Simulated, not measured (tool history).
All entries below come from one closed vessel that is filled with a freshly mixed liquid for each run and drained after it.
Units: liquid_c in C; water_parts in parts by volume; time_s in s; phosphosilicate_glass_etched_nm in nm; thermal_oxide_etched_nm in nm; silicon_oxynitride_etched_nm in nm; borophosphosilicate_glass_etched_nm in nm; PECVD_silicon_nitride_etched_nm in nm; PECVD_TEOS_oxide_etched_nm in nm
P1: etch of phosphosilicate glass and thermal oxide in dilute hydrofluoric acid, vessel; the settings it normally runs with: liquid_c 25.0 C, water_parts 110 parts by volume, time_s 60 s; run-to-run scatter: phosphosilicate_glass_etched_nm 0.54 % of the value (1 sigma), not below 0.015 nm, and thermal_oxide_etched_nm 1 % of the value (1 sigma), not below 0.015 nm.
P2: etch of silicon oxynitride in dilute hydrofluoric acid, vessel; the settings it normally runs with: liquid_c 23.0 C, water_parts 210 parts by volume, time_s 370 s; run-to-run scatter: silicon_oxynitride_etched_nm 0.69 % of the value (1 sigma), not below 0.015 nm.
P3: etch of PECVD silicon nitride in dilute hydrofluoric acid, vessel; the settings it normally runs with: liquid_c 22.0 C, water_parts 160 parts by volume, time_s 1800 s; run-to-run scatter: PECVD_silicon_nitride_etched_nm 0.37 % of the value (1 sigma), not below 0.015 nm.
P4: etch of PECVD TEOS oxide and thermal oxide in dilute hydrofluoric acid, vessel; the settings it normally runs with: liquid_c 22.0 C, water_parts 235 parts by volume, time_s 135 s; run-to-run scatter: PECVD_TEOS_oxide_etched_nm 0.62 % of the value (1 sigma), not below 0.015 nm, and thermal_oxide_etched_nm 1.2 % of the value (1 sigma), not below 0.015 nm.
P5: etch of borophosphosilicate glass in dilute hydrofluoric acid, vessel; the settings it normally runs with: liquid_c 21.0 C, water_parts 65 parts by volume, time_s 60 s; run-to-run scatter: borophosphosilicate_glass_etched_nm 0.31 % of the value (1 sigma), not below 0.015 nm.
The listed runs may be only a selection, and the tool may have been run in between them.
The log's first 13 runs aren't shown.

run    day  process  liquid_c  water_parts  time_s  phosphosilicate_glass_etched_nm  thermal_oxide_etched_nm  silicon_oxynitride_etched_nm  borophosphosilicate_glass_etched_nm  PECVD_silicon_nitride_etched_nm  PECVD_TEOS_oxide_etched_nm
 14  4.167       P5      21.0           65      60                                                                                                                       69.167
 15  4.475       P3      22.0          160    1800                                                                                                                                                       18.3850
 16  4.758       P2      23.0          210     370                                                                                  4.0379
 17  5.083       P1      25.0          110      60                           46.263                  2.67400
 18  5.325       P3      17.0          160    1800                                                                                                                                                       13.1890
 19  5.704       P1      25.0          110      60                           46.162                  2.72250
 20  6.004       P4      22.0          235     135                                                   2.31730                                                                                                                          4.1362
 21  6.212       P1      30.5          110      60                           57.009                  3.40350
 22  6.404       P5      28.5           65      60                                                                                                                       93.509
 23  6.788       P1      25.0          110      60                           46.020                  2.67870
 24  7.146       P2      23.0          305     370                                                                                  2.6135
 25  7.512       P1      25.0           30      60                          188.200                 11.17100
 26  7.783       P1      25.0          110      90                           69.310                  4.17460

Run 27, settings as shown, results not yet in. Your forecast:
 27  8.200       P1      25.0          110      30                                ?                        ?

Run 27 came out at phosphosilicate_glass_etched_nm 23.004 nm, thermal_oxide_etched_nm 1.38500 nm.
